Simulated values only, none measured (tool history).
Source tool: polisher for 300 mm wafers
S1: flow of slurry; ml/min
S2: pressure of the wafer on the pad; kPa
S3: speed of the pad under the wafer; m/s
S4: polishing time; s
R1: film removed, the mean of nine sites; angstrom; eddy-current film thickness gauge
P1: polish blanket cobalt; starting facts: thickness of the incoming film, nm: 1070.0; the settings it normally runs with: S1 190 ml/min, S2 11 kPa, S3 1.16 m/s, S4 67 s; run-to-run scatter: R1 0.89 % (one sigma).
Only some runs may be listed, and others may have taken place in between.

Run 1, hour 6.5: S1 190 ml/min, S2 11 kPa, S3 1.16 m/s, S4 67 s. Result: R1 3024 angstrom.
Run 2, hour 10.9: S1 190 ml/min, S2 11 kPa, S3 1.16 m/s, S4 67 s. Result: R1 2995 angstrom.
Run 3, hour 15.8: S1 295 ml/min, S2 11 kPa, S3 1.16 m/s, S4 67 s. Result: R1 3167.3 angstrom.
Run 4, hour 22.3: S1 190 ml/min, S2 11 kPa, S3 1.16 m/s, S4 94 s. Result: R1 4191.6 angstrom.
Run 5, hour 28.1: S1 115 ml/min, S2 11 kPa, S3 1.16 m/s, S4 67 s. Result: R1 2757 angstrom.
Run 6, hour 34.1: S1 190 ml/min, S2 11 kPa, S3 1.16 m/s, S4 67 s. Result: R1 3017.6 angstrom.
Run 7, hour 39: S1 190 ml/min, S2 11 kPa, S3 0.54 m/s, S4 67 s. Result: R1 1390.6 angstrom.
Run 8, hour 43.7: S1 190 ml/min, S2 14.5 kPa, S3 1.16 m/s, S4 67 s. Result: R1 3889.5 angstrom.
Run 9, hour 50.2: S1 190 ml/min, S2 15.9 kPa, S3 1.16 m/s, S4 47 s. Result: R1 3075.5 angstrom.
Run 10, hour 56.6: S1 190 ml/min, S2 11 kPa, S3 1.16 m/s, S4 67 s. Result: R1 3072.8 angstrom.
Run 11, hour 60.2: S1 190 ml/min, S2 16.5 kPa, S3 1.48 m/s, S4 67 s. Result: R1 5731.1 angstrom.
Run 12, hour 65.7: S1 190 ml/min, S2 11 kPa, S3 1.16 m/s, S4 67 s. Result: R1 2981.8 angstrom.
Run 13, hour 70.3: S1 190 ml/min, S2 15.9 kPa, S3 0.66 m/s, S4 67 s. Result: R1 2443.3 angstrom.
Run 14, hour 73.7: S1 190 ml/min, S2 4.8 kPa, S3 1.16 m/s, S4 67 s. Result: R1 1331.3 angstrom.
Run 15, hour 78.9: S1 190 ml/min, S2 11 kPa, S3 1.16 m/s, S4 46 s. Result: R1 2061 angstrom.
Run 16, hour 85.1: S1 190 ml/min, S2 11 kPa, S3 1.76 m/s, S4 67 s. Result: R1 4528.4 angstrom.
Run 17, hour 89.6: S1 190 ml/min, S2 11 kPa, S3 1.16 m/s, S4 67 s. Result: R1 3015.6 angstrom.
Run 18, hour 96.2: S1 190 ml/min, S2 11 kPa, S3 1.16 m/s, S4 67 s. Result: R1 2877 angstrom.
Run 19, hour 100.7: S1 190 ml/min, S2 11 kPa, S3 1.16 m/s, S4 67 s. Result: R1 2887.5 angstrom.

Run 20, settings as shown, results not yet in. Your forecast:
Run 20, hour 106.2: S1 190 ml/min, S2 11 kPa, S3 1.16 m/s, S4 67 s. Result: R1 ?.

R1: 2866.3 angstrom

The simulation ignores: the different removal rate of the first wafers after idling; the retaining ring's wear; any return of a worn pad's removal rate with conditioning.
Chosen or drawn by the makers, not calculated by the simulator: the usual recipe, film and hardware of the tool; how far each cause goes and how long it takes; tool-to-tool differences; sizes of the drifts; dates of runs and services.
